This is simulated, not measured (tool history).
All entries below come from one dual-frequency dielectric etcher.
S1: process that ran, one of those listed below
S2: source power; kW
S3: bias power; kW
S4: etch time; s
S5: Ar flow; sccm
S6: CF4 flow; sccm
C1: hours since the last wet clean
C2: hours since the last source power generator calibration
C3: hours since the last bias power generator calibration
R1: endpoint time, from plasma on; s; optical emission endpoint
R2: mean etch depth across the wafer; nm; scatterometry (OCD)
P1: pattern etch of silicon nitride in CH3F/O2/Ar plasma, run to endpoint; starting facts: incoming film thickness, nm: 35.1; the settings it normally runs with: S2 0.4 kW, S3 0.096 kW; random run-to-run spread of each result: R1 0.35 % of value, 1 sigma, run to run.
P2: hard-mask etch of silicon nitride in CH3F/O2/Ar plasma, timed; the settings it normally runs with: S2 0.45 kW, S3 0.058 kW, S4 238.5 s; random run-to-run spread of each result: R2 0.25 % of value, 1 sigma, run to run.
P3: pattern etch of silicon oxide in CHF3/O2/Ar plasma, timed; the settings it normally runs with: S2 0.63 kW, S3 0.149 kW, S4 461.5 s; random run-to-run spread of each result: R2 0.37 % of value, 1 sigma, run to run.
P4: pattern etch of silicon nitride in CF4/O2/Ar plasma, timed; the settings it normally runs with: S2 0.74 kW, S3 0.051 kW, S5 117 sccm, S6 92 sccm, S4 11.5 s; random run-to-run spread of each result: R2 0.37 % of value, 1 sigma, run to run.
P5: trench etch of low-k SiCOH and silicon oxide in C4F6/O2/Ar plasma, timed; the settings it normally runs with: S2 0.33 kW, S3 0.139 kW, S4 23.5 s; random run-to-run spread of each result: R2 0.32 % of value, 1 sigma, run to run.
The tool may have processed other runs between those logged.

run,hour,S1,S2,S3,S4,S5,S6,C1,C2,C3,R1,R2
1,13.5,P1,0.4,0.096,,,,381.5,1263.8,1503.4,46.063,
2,26.7,P1,0.4,0.096,,,,394.7,1277,1516.6,46.21,
3,35.1,P2,0.54,0.058,238.5,,,403.1,1285.4,1525,,172.97
4,45.2,P4,0.74,0.031,11.5,117,92,413.2,1295.5,1535.1,,25.552
5,58.2,P3,0.63,0.149,461.5,,,426.2,1308.5,1548.1,,857.97
6,74.7,P4,0.74,0.051,17,117,92,442.7,1325,1564.6,,45.005
7,84.7,P5,0.33,0.139,23.5,,,452.7,1335,1574.6,,62.439
8,98.5,P1,0.26,0.076,,,,466.5,1348.8,1588.4,58.794,
9,108.3,P4,0.74,0.051,11.5,117,58,476.3,1358.6,1598.2,,28.26
10,125.8,P1,0.4,0.096,,,,493.8,1376.1,1615.7,45.911,
11,137.2,P4,0.74,0.051,11.5,117,92,505.2,1387.5,1627.1,,30.345
12,149.5,P4,0.74,0.051,11.5,117,92,517.5,1399.8,1639.4,,30.283
13,163.5,P2,0.45,0.058,349,,,531.5,1413.8,1653.4,,236.5
14,174,P4,0.74,0.051,11.5,82,92,542,1424.3,1663.9,,31.86
15,184.9,P1,0.4,0.096,,,,552.9,1435.2,1674.8,45.803,
16,193.8,P3,0.63,0.118,461.5,,,561.8,1444.1,1683.7,,799.22
17,204.8,P5,0.33,0.139,23.5,,,572.8,1455.1,1694.7,,62.264
18,222.9,P1,0.4,0.114,,,,590.9,1473.2,1712.8,43.253,
19,238.8,P1,0.52,0.096,,,,606.8,1489.1,1728.7,41.911,
20,248.8,P3,0.63,0.149,267.5,,,616.8,1499.1,1738.7,,499.03
21,263.8,P1,0.52,0.075,,,,631.8,1514.1,1753.7,45.651,
22,274.8,P2,0.45,0.058,238.5,,,642.8,1525.1,1764.7,,161.23
23,283.9,P1,0.4,0.071,,,,651.9,1534.2,1773.8,51.328,
24,300.5,P2,0.45,0.058,238.5,,,668.5,1550.8,1790.4,,160.08
25,309.6,P5,0.44,0.139,23.5,,,677.6,1559.9,1799.5,,69.732
26,320.6,P3,0.77,0.149,461.5,,,688.6,1570.9,1810.5,,932.1
27,338.5,P4,0.51,0.051,11.5,117,92,706.5,1588.8,1828.4,,22.138
28,355.2,P1,0.28,0.096,,,,723.2,1605.5,1845.1,52.593,
29,364.5,P1,0.4,0.096,,,,732.5,1614.8,1854.4,46.243,
30,377.6,P1,0.27,0.081,,,,745.6,1627.9,1867.5,57.033,
31,389.3,P5,0.33,0.139,29.5,,,757.3,1639.6,1879.2,,78.464
32,404.1,P2,0.45,0.043,238.5,,,772.1,1654.4,1894,,147.03
33,417.1,P5,0.33,0.094,23.5,,,785.1,1667.4,1907,,55.784
34,425.2,P1,0.4,0.096,,,,793.2,1675.5,1915.1,46.128,
35,441.1,P1,0.4,0.096,,,,809.1,1691.4,1931,46.361,
36,453.6,P1,0.4,0.096,,,,821.6,1703.9,1943.5,46.756,
37,470.8,P1,0.4,0.096,,,,838.8,1721.1,1960.7,46.618,
38,488.3,P1,0.4,0.096,,,,856.3,1738.6,1978.2,46.497,
39,498.2,P1,0.4,0.096,,,,866.2,1748.5,1988.1,47.033,
# hour 508.7: wet clean of the chamber
40,515.6,P1,0.4,0.096,,,,7,1765.9,2005.5,47.048,
41,532.1,P1,0.4,0.096,,,,23.5,1782.4,2022,47.156,
42,545.3,P1,0.4,0.096,,,,36.7,1795.6,2035.2,46.945,
43,560.3,P1,0.4,0.096,,,,51.7,1810.6,2050.2,47.054,

The output of P1 has drifted from where it used to be. Each of the 2 causes below, taken at the size shown beside it, accounts for the log equally well:
A: bias power that arrives under what is set, % = 4.7
B: source power that arrives under what is set, % = 4.57
The gradual shift began around hour 425.2.
Why every other cause is out:
chamber walls in a state that lowers the etch rate, %: was serviced at hour 508.7, once the creep was under way, yet the earlier output never came back

Of the 4 check runs below, each run on 2 wafers with the results averaged and each result still a question mark, which one would tell the listed causes apart?
check 1,575.3,P3,0.63,0.121,271,,,,,,,?
check 2,575.3,P5,0.42,0.139,23.5,,,,,,,?
check 3,575.3,P2,0.45,0.048,325,,,,,,,?
check 4,575.3,P4,0.74,0.037,11.5,117,62,,,,,?

Check results expected under each cause:
check,result,if A,if B
check 1,R2,466.46,464.75
check 2,R2,67.563,67.271
check 3,R2,203.45,202.71
check 4,R2,24.991,24.426
Per check, the gap between the least separated pair of causes, taken in the result that splits them most: check 1 0.37 %; check 2 0.43 %; check 3 0.37 %; check 4 2.29 %
The causes can be told apart only by check 4. The other checks would give nearly the same results under each of them.

Then check 4 was run and gave: R2 24.975 nm. Which cause is it?

It was cause A: bias power that arrives under what is set, %.
